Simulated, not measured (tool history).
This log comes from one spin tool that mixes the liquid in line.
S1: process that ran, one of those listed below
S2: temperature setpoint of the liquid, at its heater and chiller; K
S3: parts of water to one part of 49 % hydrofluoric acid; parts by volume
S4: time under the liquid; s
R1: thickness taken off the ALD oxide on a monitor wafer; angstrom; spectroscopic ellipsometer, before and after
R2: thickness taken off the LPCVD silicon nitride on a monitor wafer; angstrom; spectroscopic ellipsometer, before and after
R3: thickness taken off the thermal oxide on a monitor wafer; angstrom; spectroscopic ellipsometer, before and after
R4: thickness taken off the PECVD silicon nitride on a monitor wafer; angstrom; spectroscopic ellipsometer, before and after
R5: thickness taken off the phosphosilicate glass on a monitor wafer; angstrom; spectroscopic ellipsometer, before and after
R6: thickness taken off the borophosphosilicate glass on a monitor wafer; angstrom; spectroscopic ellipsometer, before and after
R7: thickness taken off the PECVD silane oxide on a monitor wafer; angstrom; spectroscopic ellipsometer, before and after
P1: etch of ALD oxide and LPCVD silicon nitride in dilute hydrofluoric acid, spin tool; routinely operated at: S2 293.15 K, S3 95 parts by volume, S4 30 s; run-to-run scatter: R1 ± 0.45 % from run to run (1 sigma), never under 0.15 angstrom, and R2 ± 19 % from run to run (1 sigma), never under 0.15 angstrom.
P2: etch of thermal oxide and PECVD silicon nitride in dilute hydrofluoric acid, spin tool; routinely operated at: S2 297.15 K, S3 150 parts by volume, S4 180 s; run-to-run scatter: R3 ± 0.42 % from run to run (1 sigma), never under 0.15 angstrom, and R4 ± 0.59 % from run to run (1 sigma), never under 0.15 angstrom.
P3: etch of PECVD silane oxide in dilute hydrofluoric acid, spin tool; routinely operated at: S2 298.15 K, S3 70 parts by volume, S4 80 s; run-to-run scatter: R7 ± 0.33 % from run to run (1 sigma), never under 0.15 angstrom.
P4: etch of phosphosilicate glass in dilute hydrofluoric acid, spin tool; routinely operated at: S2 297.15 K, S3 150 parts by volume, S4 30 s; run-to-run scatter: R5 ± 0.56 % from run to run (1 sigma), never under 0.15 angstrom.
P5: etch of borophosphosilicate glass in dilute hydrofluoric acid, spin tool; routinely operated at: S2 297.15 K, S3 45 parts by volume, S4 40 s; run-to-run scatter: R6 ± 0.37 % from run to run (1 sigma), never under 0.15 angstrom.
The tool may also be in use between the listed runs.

Run 1, hour 14.3: S1 P1, S2 293.15 K, S3 95 parts by volume, S4 30 s. Result: R1 90.243 angstrom, R2 0.94493 angstrom.
Run 2, hour 31.1: S1 P2, S2 297.15 K, S3 150 parts by volume, S4 180 s. Result: R3 54.441 angstrom, R4 45.794 angstrom.
Run 3, hour 45.9: S1 P4, S2 293.65 K, S3 150 parts by volume, S4 30 s. Result: R5 284.46 angstrom.
Run 4, hour 61.5: S1 P2, S2 297.15 K, S3 150 parts by volume, S4 55 s. Result: R3 16.433 angstrom, R4 13.765 angstrom.
Run 5, hour 78.2: S1 P1, S2 290.15 K, S3 95 parts by volume, S4 30 s. Result: R1 79.698 angstrom, R2 1.12770 angstrom.
Run 6, hour 89.6: S1 P1, S2 299.65 K, S3 95 parts by volume, S4 30 s. Result: R1 117.240 angstrom, R2 1.12220 angstrom.
Run 7, hour 104.8: S1 P5, S2 297.15 K, S3 75 parts by volume, S4 40 s. Result: R6 182.56 angstrom.
Run 8, hour 112.5: S1 P1, S2 293.15 K, S3 95 parts by volume, S4 30 s. Result: R1 89.705 angstrom, R2 1.77060 angstrom.
Run 9, hour 125.6: S1 P3, S2 298.15 K, S3 130 parts by volume, S4 80 s. Result: R7 139.91 angstrom.
Run 10, hour 137.2: S1 P2, S2 297.15 K, S3 150 parts by volume, S4 180 s. Result: R3 54.578 angstrom, R4 45.858 angstrom.
Run 11, hour 148.1: S1 P5, S2 297.15 K, S3 45 parts by volume, S4 40 s. Result: R6 316.74 angstrom.
Run 12, hour 162.8: S1 P1, S2 293.15 K, S3 95 parts by volume, S4 30 s. Result: R1 90.189 angstrom, R2 1.06590 angstrom.
Run 13, hour 178.5: S1 P3, S2 298.15 K, S3 70 parts by volume, S4 80 s. Result: R7 280.68 angstrom.
Run 14, hour 186.3: S1 P2, S2 290.15 K, S3 150 parts by volume, S4 180 s. Result: R3 41.261 angstrom, R4 29.061 angstrom.
Run 15, hour 194.4: S1 P5, S2 297.15 K, S3 45 parts by volume, S4 80 s. Result: R6 631.20 angstrom.
Run 16, hour 211.0: S1 P1, S2 293.15 K, S3 50 parts by volume, S4 30 s. Result: R1 180.030 angstrom, R2 2.16480 angstrom.
Run 17, hour 223.0: S1 P1, S2 293.15 K, S3 95 parts by volume, S4 30 s. Result: R1 90.101 angstrom, R2 0.81832 angstrom.
Run 18, hour 237.7: S1 P4, S2 297.15 K, S3 230 parts by volume, S4 30 s. Result: R5 196.30 angstrom.
Run 19, hour 251.8: S1 P1, S2 293.15 K, S3 95 parts by volume, S4 30 s. Result: R1 90.554 angstrom, R2 1.06480 angstrom.
Run 20, hour 261.7: S1 P4, S2 297.15 K, S3 150 parts by volume, S4 30 s. Result: R5 326.87 angstrom.
Run 21, hour 272.6: S1 P1, S2 293.15 K, S3 95 parts by volume, S4 15 s. Result: R1 45.019 angstrom, R2 0.72628 angstrom.
Run 22, hour 284.4: S1 P1, S2 293.15 K, S3 95 parts by volume, S4 55 s. Result: R1 165.890 angstrom, R2 2.26450 angstrom.
Run 23, hour 301.3: S1 P4, S2 297.15 K, S3 150 parts by volume, S4 55 s. Result: R5 599.62 angstrom.
Run 24, hour 311.6: S1 P1, S2 293.15 K, S3 95 parts by volume, S4 30 s. Result: R1 91.153 angstrom, R2 1.58550 angstrom.
Run 25, hour 327.0: S1 P1, S2 293.15 K, S3 135 parts by volume, S4 30 s. Result: R1 60.634 angstrom, R2 0.88898 angstrom.
Run 26, hour 343.7: S1 P5, S2 297.15 K, S3 45 parts by volume, S4 40 s. Result: R6 316.56 angstrom.
Run 27, hour 356.4: S1 P1, S2 297.65 K, S3 165 parts by volume, S4 30 s. Result: R1 57.196 angstrom, R2 1.49790 angstrom.
Run 28, hour 370.8: S1 P3, S2 298.15 K, S3 70 parts by volume, S4 140 s. Result: R7 489.73 angstrom.
Run 29, hour 382.8: S1 P2, S2 297.15 K, S3 75 parts by volume, S4 180 s. Result: R3 118.300 angstrom, R4 90.849 angstrom.
Run 30, hour 397.0: S1 P5, S2 304.65 K, S3 45 parts by volume, S4 40 s. Result: R6 428.05 angstrom.
Run 31, hour 414.0: S1 P3, S2 290.65 K, S3 70 parts by volume, S4 80 s. Result: R7 205.20 angstrom.
Run 32, hour 427.1: S1 P1, S2 293.15 K, S3 95 parts by volume, S4 30 s. Result: R1 91.349 angstrom, R2 1.60530 angstrom.
Run 33, hour 437.9: S1 P1, S2 293.15 K, S3 95 parts by volume, S4 30 s. Result: R1 92.535 angstrom, R2 1.02340 angstrom.
Run 34, hour 445.5: S1 P1, S2 293.15 K, S3 95 parts by volume, S4 30 s. Result: R1 93.374 angstrom, R2 1.00490 angstrom.
Run 35, hour 459.0: S1 P1, S2 293.15 K, S3 95 parts by volume, S4 30 s. Result: R1 94.666 angstrom, R2 1.36770 angstrom.
Run 36, hour 476.2: S1 P1, S2 293.15 K, S3 95 parts by volume, S4 30 s. Result: R1 95.904 angstrom, R2 1.35520 angstrom.
Run 37, hour 490.8: S1 P1, S2 293.15 K, S3 95 parts by volume, S4 30 s. Result: R1 95.768 angstrom, R2 1.16510 angstrom.
Run 38, hour 504.7: S1 P1, S2 293.15 K, S3 95 parts by volume, S4 30 s. Result: R1 96.396 angstrom, R2 2.01640 angstrom.
Run 39, hour 522.0: S1 P1, S2 293.15 K, S3 95 parts by volume, S4 30 s. Result: R1 96.540 angstrom, R2 1.24250 angstrom.
Run 40, hour 532.7: S1 P1, S2 293.15 K, S3 95 parts by volume, S4 30 s. Result: R1 97.622 angstrom, R2 1.29270 angstrom.
Run 41, hour 548.5: S1 P1, S2 293.15 K, S3 95 parts by volume, S4 30 s. Result: R1 96.056 angstrom, R2 1.36010 angstrom.

What P1 gives has crept off from where it sat before. The 2 causes that follow fit the log equally well, each at the size noted:
A: hydrofluoric acid flow above the setpoint (%) = 6.65
B: liquid hotter than its thermometer reads (K) = 1.74
At approximately hour 427.1, the process output began to creep.

The list below offers 4 check runs, each averaging the results of 3 wafers, and shows each result as a question mark. For which of them would the listed causes give clearly different results?
Run check 1, hour 564.3: S1 P2, S2 297.15 K, S3 150 parts by volume, S4 55 s. Result: R3 ?, R4 ?.
Run check 2, hour 564.3: S1 P5, S2 297.15 K, S3 70 parts by volume, S4 40 s. Result: R6 ?.
Run check 3, hour 564.3: S1 P3, S2 292.65 K, S3 125 parts by volume, S4 80 s. Result: R7 ?.
Run check 4, hour 564.3: S1 P4, S2 294.15 K, S3 150 parts by volume, S4 55 s. Result: R5 ?.

If the cause were each of the candidates in turn, the checks would give the following:
  check  result    if A    if B
check 1      R3  17.907  17.743
check 1      R4  14.928  15.658
check 2      R6  210.75  210.76
check 3      R7  126.74  126.41
check 4      R5  573.98  570.30
Smallest distance between any two causes, each pair judged by its most separating result, in per cent: check 1 4.77 %; check 2 0 %; check 3 0.26 %; check 4 0.64 %
Only check 1 tells the causes apart: in the others they would give nearly the same result.

The results of check 1 are: R3 17.932 angstrom; R4 14.922 angstrom. Based on these, which of the listed causes is it?

It is A: hydrofluoric acid flow above the setpoint (%).
